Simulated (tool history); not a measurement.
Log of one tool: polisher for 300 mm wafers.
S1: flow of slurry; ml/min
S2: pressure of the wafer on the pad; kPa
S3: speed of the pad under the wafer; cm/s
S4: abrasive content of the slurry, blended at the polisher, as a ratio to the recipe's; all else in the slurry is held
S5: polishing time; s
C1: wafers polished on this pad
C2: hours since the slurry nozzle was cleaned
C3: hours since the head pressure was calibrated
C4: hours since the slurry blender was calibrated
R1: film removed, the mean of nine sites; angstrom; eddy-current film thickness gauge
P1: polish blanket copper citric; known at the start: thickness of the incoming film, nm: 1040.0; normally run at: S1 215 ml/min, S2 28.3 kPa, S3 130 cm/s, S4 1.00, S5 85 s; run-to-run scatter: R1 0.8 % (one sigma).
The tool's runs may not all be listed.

Run 1, hour 2.8: S1 215 ml/min, S2 28.3 kPa, S3 130 cm/s, S4 1.00, S5 85 s; C1 781; C2 167.4; C3 505.8; C4 206.1. Result: R1 2807.00 angstrom.
Run 2, hour 7.8: S1 215 ml/min, S2 28.3 kPa, S3 160 cm/s, S4 0.60, S5 85 s; C1 834; C2 172.4; C3 510.8; C4 211.1. Result: R1 3030.30 angstrom.
Run 3, hour 13.4: S1 215 ml/min, S2 12.4 kPa, S3 130 cm/s, S4 1.00, S5 85 s; C1 894; C2 178.0; C3 516.4; C4 216.7. Result: R1 1243.10 angstrom.
Run 4, hour 16.5: S1 215 ml/min, S2 28.3 kPa, S3 130 cm/s, S4 1.00, S5 135 s; C1 927; C2 181.1; C3 519.5; C4 219.8. Result: R1 4399.30 angstrom.
Run 5, hour 21.5: S1 215 ml/min, S2 28.3 kPa, S3 130 cm/s, S4 1.50, S5 85 s; C1 980; C2 186.1; C3 524.5; C4 224.8. Result: R1 2995.60 angstrom.
Run 6, hour 26.8: S1 215 ml/min, S2 28.3 kPa, S3 130 cm/s, S4 1.00, S5 85 s; C1 1036; C2 191.4; C3 529.8; C4 230.1. Result: R1 2776.20 angstrom.
Run 7, hour 30.7: S1 310 ml/min, S2 28.3 kPa, S3 130 cm/s, S4 1.00, S5 85 s; C1 1078; C2 195.3; C3 533.7; C4 234.0. Result: R1 2882.20 angstrom.
Run 8, hour 33.8: S1 215 ml/min, S2 28.3 kPa, S3 80 cm/s, S4 1.00, S5 85 s; C1 1111; C2 198.4; C3 536.8; C4 237.1. Result: R1 1717.40 angstrom.
Run 9, hour 39.8: S1 215 ml/min, S2 28.3 kPa, S3 58 cm/s, S4 1.00, S5 63 s; C1 1174; C2 204.4; C3 542.8; C4 243.1. Result: R1 934.37 angstrom.
Run 10, hour 42.8: S1 215 ml/min, S2 28.3 kPa, S3 58 cm/s, S4 1.45, S5 85 s; C1 1206; C2 207.4; C3 545.8; C4 246.1. Result: R1 1359.50 angstrom.
Run 11, hour 46.8: S1 215 ml/min, S2 44.1 kPa, S3 130 cm/s, S4 1.00, S5 85 s; C1 1249; C2 211.4; C3 549.8; C4 250.1. Result: R1 4305.90 angstrom.
Run 12, hour 52.8: S1 215 ml/min, S2 28.3 kPa, S3 130 cm/s, S4 1.00, S5 85 s; C1 1313; C2 217.4; C3 555.8; C4 256.1. Result: R1 2729.80 angstrom.
Run 13, hour 55.6: S1 215 ml/min, S2 28.3 kPa, S3 170 cm/s, S4 1.00, S5 85 s; C1 1342; C2 220.2; C3 558.6; C4 258.9. Result: R1 3604.80 angstrom.
Run 14, hour 59.1: S1 130 ml/min, S2 28.3 kPa, S3 130 cm/s, S4 1.00, S5 85 s; C1 1380; C2 223.7; C3 562.1; C4 262.4. Result: R1 2555.00 angstrom.
Run 15, hour 64.3: S1 215 ml/min, S2 28.3 kPa, S3 130 cm/s, S4 1.00, S5 57 s; C1 1435; C2 228.9; C3 567.3; C4 267.6. Result: R1 1838.00 angstrom.

Forecast run 16:
Run 16, hour 68.0: S1 215 ml/min, S2 28.3 kPa, S3 130 cm/s, S4 0.60, S5 85 s; C1 1474; C2 232.6; C3 571.0; C4 271.3. Result: R1 ?.

{"run 16": {"R1": 2503.9}}

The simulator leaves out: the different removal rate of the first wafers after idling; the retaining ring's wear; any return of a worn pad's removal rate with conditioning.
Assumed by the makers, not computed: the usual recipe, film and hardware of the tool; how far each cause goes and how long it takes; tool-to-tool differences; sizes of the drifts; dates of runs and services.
